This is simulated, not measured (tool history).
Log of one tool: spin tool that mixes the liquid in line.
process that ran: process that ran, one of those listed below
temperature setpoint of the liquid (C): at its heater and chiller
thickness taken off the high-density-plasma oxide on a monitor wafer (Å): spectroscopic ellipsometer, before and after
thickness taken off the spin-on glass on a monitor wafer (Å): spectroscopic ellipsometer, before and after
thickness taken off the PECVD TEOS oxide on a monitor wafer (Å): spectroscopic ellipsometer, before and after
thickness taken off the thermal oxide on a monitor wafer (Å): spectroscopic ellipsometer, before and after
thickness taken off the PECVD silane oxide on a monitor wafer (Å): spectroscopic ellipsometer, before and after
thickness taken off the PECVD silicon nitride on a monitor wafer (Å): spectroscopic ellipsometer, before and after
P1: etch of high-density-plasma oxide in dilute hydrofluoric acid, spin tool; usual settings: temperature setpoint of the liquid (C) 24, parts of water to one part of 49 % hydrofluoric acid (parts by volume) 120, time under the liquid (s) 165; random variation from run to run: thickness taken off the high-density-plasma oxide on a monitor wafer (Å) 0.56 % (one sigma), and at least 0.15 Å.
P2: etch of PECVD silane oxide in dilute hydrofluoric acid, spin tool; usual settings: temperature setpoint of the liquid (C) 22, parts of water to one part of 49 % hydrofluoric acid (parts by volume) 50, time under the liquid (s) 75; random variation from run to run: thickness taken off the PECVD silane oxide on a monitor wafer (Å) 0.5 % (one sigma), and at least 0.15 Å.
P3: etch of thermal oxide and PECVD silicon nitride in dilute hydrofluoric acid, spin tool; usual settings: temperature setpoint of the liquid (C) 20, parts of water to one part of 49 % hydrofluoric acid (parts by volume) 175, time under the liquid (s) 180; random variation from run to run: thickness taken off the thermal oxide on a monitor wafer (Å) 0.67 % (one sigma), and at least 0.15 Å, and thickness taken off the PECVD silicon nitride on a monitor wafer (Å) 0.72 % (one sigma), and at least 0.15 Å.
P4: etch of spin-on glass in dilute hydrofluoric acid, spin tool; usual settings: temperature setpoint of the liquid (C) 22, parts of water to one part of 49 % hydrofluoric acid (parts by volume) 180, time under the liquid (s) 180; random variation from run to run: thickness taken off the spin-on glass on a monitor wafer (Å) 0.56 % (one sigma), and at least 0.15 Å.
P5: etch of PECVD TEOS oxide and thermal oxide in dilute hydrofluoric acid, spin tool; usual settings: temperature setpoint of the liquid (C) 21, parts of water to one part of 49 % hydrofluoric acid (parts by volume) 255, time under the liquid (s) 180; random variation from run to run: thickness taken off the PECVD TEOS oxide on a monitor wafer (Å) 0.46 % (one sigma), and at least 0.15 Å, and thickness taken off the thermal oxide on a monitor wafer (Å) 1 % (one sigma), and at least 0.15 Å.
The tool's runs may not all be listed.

run   hour  process that ran  temperature setpoint of the liquid (C)  parts of water to one part of 49 % hydrofluoric acid (parts by volume)  time under the liquid (s)  hours since the thermometer was replaced  hours since the hydrofluoric acid flow meter was replaced  thickness taken off the high-density-plasma oxide on a monitor wafer (Å)  thickness taken off the spin-on glass on a monitor wafer (Å)  thickness taken off the PECVD TEOS oxide on a monitor wafer (Å)  thickness taken off the thermal oxide on a monitor wafer (Å)  thickness taken off the PECVD silane oxide on a monitor wafer (Å)  thickness taken off the PECVD silicon nitride on a monitor wafer (Å)
  1   12.9                P1                                      24                                                                     120                        165                                     452.6                                                     1857.5                                                                    87.895
  2     28                P4                                      22                                                                     180                        285                                     467.7                                                     1872.6                                                                                                                                  568.62
  3   36.6                P1                                      24                                                                     120                        165                                     476.3                                                     1881.2                                                                     88.15
  4   47.2                P1                                      24                                                                      60                        250                                     486.9                                                     1891.8                                                                     284.3
  5   62.8                P4                                      27                                                                     180                        180                                     502.5                                                     1907.4                                                                                                                                   434.8
  6     78                P5                                    28.5                                                                     255                        180                                     517.7                                                     1922.6                                                                                                                                                                                                   85.462                                                        31.628
  7   94.8                P5                                      21                                                                     255                        345                                     534.5                                                     1939.4                                                                                                                                                                                                   126.22                                                        47.614
  8  103.8                P1                                      24                                                                     120                        265                                     543.5                                                     1948.4                                                                    140.82
  9  120.4                P2                                      17                                                                      50                         75                                     560.1                                                       1965                                                                                                                                                                                                                                                                                                                                       442
 10  129.5                P1                                      24                                                                      55                        165                                     569.2                                                     1974.1                                                                    207.25
 11  144.9                P1                                      24                                                                     120                        165                                     584.6                                                     1989.5                                                                    88.226
 12    157                P5                                      21                                                                     255                        180                                     596.7                                                     2001.6                                                                                                                                                                                                   67.036                                                        25.112
 13  167.3                P1                                      24                                                                     120                         25                                       607                                                     2011.9                                                                    13.134
 14  184.1                P1                                      21                                                                     195                        165                                     623.8                                                     2028.7                                                                     44.03
 15  194.4                P1                                      24                                                                     120                        165                                     634.1                                                       2039                                                                    87.227
 16  205.3                P2                                      22                                                                      50                        130                                       645                                                     2049.9                                                                                                                                                                                                                                                                                                                                    949.11
 17  220.1                P2                                      22                                                                      50                         75                                     659.8                                                     2064.7                                                                                                                                                                                                                                                                                                                                    550.57
 18  228.9                P2                                      22                                                                      50                         75                                     668.6                                                     2073.5                                                                                                                                                                                                                                                                                                                                    544.44
 19  241.8                P3                                      20                                                                     175                        180                                     681.5                                                     2086.4                                                                                                                                                                                                                                                                 38.613                                                                                                                                   31.548
 20  251.4                P5                                      21                                                                     470                        180                                     691.1                                                       2096                                                                                                                                                                                                   29.954                                                        11.031
 21  260.5                P4                                      22                                                                     285                        180                                     700.2                                                     2105.1                                                                                                                                  206.34
 22  270.6                P5                                      21                                                                     255                        180                                     710.3                                                     2115.2                                                                                                                                                                                                   65.938                                                        24.447
 23  281.4                P3                                      20                                                                     175                         40                                     721.1                                                       2126                                                                                                                                                                                                                                                                 8.8783                                                                                                                                   7.2296
 24  290.9                P1                                      24                                                                     120                        165                                     730.6                                                     2135.5                                                                    87.698
 25  300.4                P1                                    30.5                                                                     120                        165                                     740.1                                                       2145                                                                    111.21
 26  317.4                P3                                      17                                                                     175                        180                                     757.1                                                       2162                                                                                                                                                                                                                                                                 34.115                                                                                                                                   25.432
 27  325.8                P2                                      22                                                                      80                         75                                     765.5                                                     2170.4                                                                                                                                                                                                                                                                                                                                    326.06
 28  338.5                P4                                      22                                                                     180                        180                                     778.2                                                     2183.1                                                                                                                                  357.69
 29    347                P4                                      22                                                                     180                        180                                     786.7                                                     2191.6                                                                                                                                  359.32
 30  360.4                P1                                      17                                                                     120                        165                                     800.1                                                       2205                                                                    66.462
 31  370.4                P3                                      20                                                                     275                        180                                     810.1                                                       2215                                                                                                                                                                                                                                                                 22.384                                                                                                                                   20.462
 32    382                P1                                      24                                                                     120                        165                                     821.7                                                     2226.6                                                                    87.264
 33  395.2                P1                                      24                                                                     200                        165                                     834.9                                                     2239.8                                                                    47.839
 34  410.3                P1                                      24                                                                     120                        165                                       850                                                     2254.9                                                                    87.242
 35  424.3                P1                                      24                                                                     120                        165                                       864                                                     2268.9                                                                     86.79
 36  437.2                P1                                      24                                                                     120                        165                                     876.9                                                     2281.8                                                                    85.441
 37  453.9                P1                                      24                                                                     120                        165                                     893.6                                                     2298.5                                                                    82.376
 38  463.8                P1                                      24                                                                     120                        165                                     903.5                                                     2308.4                                                                    81.877
 39  480.1                P1                                      24                                                                     120                        165                                     919.8                                                     2324.7                                                                     81.42
 40  490.3                P1                                      24                                                                     120                        165                                       930                                                     2334.9                                                                    81.683
 41  505.9                P1                                      24                                                                     120                        165                                     945.6                                                     2350.5                                                                    80.864
 42  522.9                P1                                      24                                                                     120                        165                                     962.6                                                     2367.5                                                                    81.178
 43  535.3                P1                                      24                                                                     120                        165                                       975                                                     2379.9                                                                    79.675

What P1 gives has crept away from where it was. These 2 causes fit the log equally well, each at the size given:
A: liquid colder than its thermometer reads (K) = 2.13
B: hydrofluoric acid flow below the setpoint (%) = 7.05
The creep began at about hour 424.3.

4 check runs are offered, one wafer each, their results left as question marks. Which one tells the causes apart?
check 1  547.7                P3                                      20                                                                     175                        180                                                                                                                                                                                                                                                                                                                                                                           ?                                                                                                                                        ?
check 2  547.7                P2                                      22                                                                      50                         75                                                                                                                                                                                                                                                                                                                                                                                                                                              ?
check 3  547.7                P4                                      22                                                                     180                        180                                                                                                                                                                                                                                            ?
check 4  547.7                P5                                      21                                                                     255                        180                                                                                                                                                                                                                                                                                                             ?                                                             ?

What each check would give under each cause:
  check                                                                result    if A    if B
check 1          thickness taken off the thermal oxide on a monitor wafer (Å)  35.535  35.465
check 1  thickness taken off the PECVD silicon nitride on a monitor wafer (Å)  27.375  29.398
check 2     thickness taken off the PECVD silane oxide on a monitor wafer (Å)  498.36  504.36
check 3          thickness taken off the spin-on glass on a monitor wafer (Å)  331.56  329.93
check 4       thickness taken off the PECVD TEOS oxide on a monitor wafer (Å)  61.152   60.45
check 4          thickness taken off the thermal oxide on a monitor wafer (Å)  22.814  22.552
How far apart the two closest causes lie, in the result that separates them most: check 1 7.13 %; check 2 1.2 %; check 3 0.49 %; check 4 1.16 %
Check 1 tells the causes apart: in the others they would give nearly the same result.

Check 1 was then run and gave: thickness taken off the thermal oxide on a monitor wafer (Å) 35.523; thickness taken off the PECVD silicon nitride on a monitor wafer (Å) 29.276. Which cause is it?

It is B: hydrofluoric acid flow below the setpoint (%).
